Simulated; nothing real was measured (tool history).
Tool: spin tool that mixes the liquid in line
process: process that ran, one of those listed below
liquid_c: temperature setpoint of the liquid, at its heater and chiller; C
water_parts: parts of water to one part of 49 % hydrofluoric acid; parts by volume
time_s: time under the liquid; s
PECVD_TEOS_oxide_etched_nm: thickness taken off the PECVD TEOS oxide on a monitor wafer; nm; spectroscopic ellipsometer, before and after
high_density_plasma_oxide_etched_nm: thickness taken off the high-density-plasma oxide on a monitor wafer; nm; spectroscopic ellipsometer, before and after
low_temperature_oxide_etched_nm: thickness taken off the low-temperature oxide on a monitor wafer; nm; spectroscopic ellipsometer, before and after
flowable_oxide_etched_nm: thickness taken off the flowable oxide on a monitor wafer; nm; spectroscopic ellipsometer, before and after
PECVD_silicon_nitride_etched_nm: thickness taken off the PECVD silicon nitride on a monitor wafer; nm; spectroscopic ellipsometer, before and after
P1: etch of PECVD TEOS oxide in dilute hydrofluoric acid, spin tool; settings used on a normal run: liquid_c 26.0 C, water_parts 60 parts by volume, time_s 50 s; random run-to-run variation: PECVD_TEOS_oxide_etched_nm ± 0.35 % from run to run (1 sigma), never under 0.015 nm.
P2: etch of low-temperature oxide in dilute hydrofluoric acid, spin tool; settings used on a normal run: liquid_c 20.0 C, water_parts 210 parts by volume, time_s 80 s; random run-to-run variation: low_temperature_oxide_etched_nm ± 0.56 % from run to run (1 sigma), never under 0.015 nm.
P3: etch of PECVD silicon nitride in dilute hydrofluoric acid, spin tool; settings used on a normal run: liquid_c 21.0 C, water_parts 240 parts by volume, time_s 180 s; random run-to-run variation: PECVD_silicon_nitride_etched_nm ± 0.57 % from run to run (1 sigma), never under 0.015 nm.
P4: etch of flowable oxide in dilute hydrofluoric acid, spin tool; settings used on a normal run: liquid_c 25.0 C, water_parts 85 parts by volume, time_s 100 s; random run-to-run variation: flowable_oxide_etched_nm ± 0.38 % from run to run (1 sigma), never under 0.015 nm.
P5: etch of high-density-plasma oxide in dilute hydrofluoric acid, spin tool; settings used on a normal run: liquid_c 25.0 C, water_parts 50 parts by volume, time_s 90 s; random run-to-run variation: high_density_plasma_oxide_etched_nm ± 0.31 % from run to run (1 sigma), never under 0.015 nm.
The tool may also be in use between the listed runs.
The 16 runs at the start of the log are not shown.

run	day	process	liquid_c	water_parts	time_s	hours since the thermometer was replaced	hours since the hydrofluoric acid flow meter was replaced	PECVD_TEOS_oxide_etched_nm	high_density_plasma_oxide_etched_nm	low_temperature_oxide_etched_nm	flowable_oxide_etched_nm	PECVD_silicon_nitride_etched_nm
17	3.071	P2	17.0	210	80	1346.9	438.5			4.6844		
18	3.225	P1	26.0	60	15	1350.6	442.2	5.3255				
19	3.467	P3	17.0	240	180	1356.4	448.0					2.7598
20	3.658	P1	26.0	20	75	1361.0	452.6	84.8690				
21	3.892	P3	21.0	240	180	1366.6	458.2					3.5833
22	4.029	P5	25.0	20	90	1369.9	461.5		37.093			
23	4.225	P4	25.0	85	100	1374.6	466.2				46.223	
24	4.412	P2	20.0	210	80	1379.1	470.7			5.2567		
25	4.671	P1	32.5	30	50	1385.3	476.9	48.0570				
26	4.821	P4	25.0	40	100	1388.9	480.5				104.890	
27	5.058	P1	26.0	60	50	1394.6	486.2	17.8330				
28	5.271	P3	21.0	240	180	1399.7	491.3					3.5046
29	5.421	P4	25.0	85	150	1403.3	494.9				69.934	
30	5.579	P3	21.0	440	180	1407.1	498.7					1.9269
31	5.771	P3	21.0	240	85	1411.7	503.3					1.6808
32	5.983	P1	26.0	95	50	1416.8	508.4	10.6790				
33	6.179	P1	26.0	60	50	1421.5	513.1	17.7470				
34	6.433	P1	26.0	60	50	1427.6	519.2	18.5090				
35	6.608	P1	26.0	60	50	1431.8	523.4	18.5310				
36	6.796	P1	26.0	60	50	1436.3	527.9	18.6960				
37	7.012	P1	26.0	60	50	1441.5	533.1	18.9310				

Run 38 comes next. What will it give?
38	7.275	P1	26.0	60	50	1447.8	539.4	?				

Run 38 yielded PECVD_TEOS_oxide_etched_nm 19.0700 nm.
